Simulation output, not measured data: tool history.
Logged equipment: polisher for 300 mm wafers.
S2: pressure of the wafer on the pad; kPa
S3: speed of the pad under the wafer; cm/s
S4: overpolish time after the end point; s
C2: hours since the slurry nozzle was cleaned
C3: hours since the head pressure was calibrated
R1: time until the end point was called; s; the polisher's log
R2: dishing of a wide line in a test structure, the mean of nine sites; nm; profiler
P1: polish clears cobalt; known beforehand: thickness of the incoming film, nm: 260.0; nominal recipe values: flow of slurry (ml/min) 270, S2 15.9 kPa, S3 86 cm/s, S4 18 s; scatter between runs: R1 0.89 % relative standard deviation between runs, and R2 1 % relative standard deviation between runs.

Run 1, hour 3.7: flow of slurry (ml/min) 270, S2 15.9 kPa, S3 86 cm/s, S4 18 s; wafers polished on this pad 353; C2 197.3; C3 485.4. Result: R1 49.691 s, R2 43.034 nm.
Run 2, hour 10.2: flow of slurry (ml/min) 270, S2 15.9 kPa, S3 86 cm/s, S4 18 s; wafers polished on this pad 397; C2 203.8; C3 491.9. Result: R1 49.725 s, R2 43.592 nm.
Run 3, hour 17.5: flow of slurry (ml/min) 270, S2 15.9 kPa, S3 86 cm/s, S4 18 s; wafers polished on this pad 446; C2 211.1; C3 499.2. Result: R1 49.874 s, R2 42.425 nm.
Run 4, hour 22: flow of slurry (ml/min) 270, S2 15.9 kPa, S3 86 cm/s, S4 18 s; wafers polished on this pad 477; C2 215.6; C3 503.7. Result: R1 49.349 s, R2 42.746 nm.
Run 5, hour 28.1: flow of slurry (ml/min) 270, S2 15.9 kPa, S3 86 cm/s, S4 35 s; wafers polished on this pad 518; C2 221.7; C3 509.8. Result: R1 49.802 s, R2 50.309 nm.
Run 6, hour 35.1: flow of slurry (ml/min) 270, S2 15.9 kPa, S3 86 cm/s, S4 5 s; wafers polished on this pad 565; C2 228.7; C3 516.8. Result: R1 50.085 s, R2 20.285 nm.
Run 7, hour 42.5: flow of slurry (ml/min) 270, S2 15.9 kPa, S3 42 cm/s, S4 18 s; wafers polished on this pad 615; C2 236.1; C3 524.2. Result: R1 102.9 s, R2 30.131 nm.
Run 8, hour 49.5: flow of slurry (ml/min) 370, S2 15.9 kPa, S3 86 cm/s, S4 18 s; wafers polished on this pad 662; C2 243.1; C3 531.2. Result: R1 48.764 s, R2 43.752 nm.
Run 9, hour 57.2: flow of slurry (ml/min) 270, S2 10.3 kPa, S3 86 cm/s, S4 34 s; wafers polished on this pad 714; C2 250.8; C3 538.9. Result: R1 76.331 s, R2 46.379 nm.
Run 10, hour 62.9: flow of slurry (ml/min) 270, S2 6.9 kPa, S3 86 cm/s, S4 18 s; wafers polished on this pad 752; C2 256.5; C3 544.6. Result: R1 115.56 s, R2 28.395 nm.
Run 11, hour 70.2: flow of slurry (ml/min) 270, S2 15.9 kPa, S3 86 cm/s, S4 18 s; wafers polished on this pad 802; C2 263.8; C3 551.9. Result: R1 50.747 s, R2 43.473 nm.
Run 12, hour 75.5: flow of slurry (ml/min) 160, S2 15.9 kPa, S3 86 cm/s, S4 18 s; wafers polished on this pad 837; C2 269.1; C3 557.2. Result: R1 53.678 s, R2 41.834 nm.
Run 13, hour 79.6: flow of slurry (ml/min) 270, S2 15.9 kPa, S3 108 cm/s, S4 18 s; wafers polished on this pad 865; C2 273.2; C3 561.3. Result: R1 39.536 s, R2 46.132 nm.
At hour 82.6: head pressure recalibrated.
Run 14, hour 86.1: flow of slurry (ml/min) 270, S2 15.9 kPa, S3 86 cm/s, S4 18 s; wafers polished on this pad 909; C2 279.7; C3 3.6. Result: R1 50.602 s, R2 43.011 nm.
Run 15, hour 91.6: flow of slurry (ml/min) 270, S2 22.8 kPa, S3 86 cm/s, S4 18 s; wafers polished on this pad 946; C2 285.2; C3 9.1. Result: R1 35.05 s, R2 47.444 nm.
Run 16, hour 96.2: flow of slurry (ml/min) 270, S2 15.9 kPa, S3 86 cm/s, S4 18 s; wafers polished on this pad 977; C2 289.8; C3 13.7. Result: R1 49.822 s, R2 43.229 nm.
Run 17, hour 103.8: flow of slurry (ml/min) 270, S2 15.9 kPa, S3 86 cm/s, S4 18 s; wafers polished on this pad 1028; C2 297.4; C3 21.3. Result: R1 51.824 s, R2 42.766 nm.
Run 18, hour 111.4: flow of slurry (ml/min) 270, S2 15.9 kPa, S3 86 cm/s, S4 18 s; wafers polished on this pad 1079; C2 305; C3 28.9. Result: R1 51.964 s, R2 43.006 nm.
Run 19, hour 117: flow of slurry (ml/min) 270, S2 15.9 kPa, S3 86 cm/s, S4 18 s; wafers polished on this pad 1117; C2 310.6; C3 34.5. Result: R1 53.192 s, R2 42.408 nm.
At hour 121.6: head pressure recalibrated.
Run 20, hour 122.1: flow of slurry (ml/min) 270, S2 15.9 kPa, S3 86 cm/s, S4 18 s; wafers polished on this pad 1151; C2 315.7; C3 0.6. Result: R1 52.981 s, R2 42.721 nm.

Expected results for the next run?
Run 21, hour 128.5: flow of slurry (ml/min) 270, S2 15.9 kPa, S3 86 cm/s, S4 18 s; wafers polished on this pad 1194; C2 322.1; C3 7. Result: R1 ?, R2 ?.

R1: 51.695 s
R2: 42.425 nm
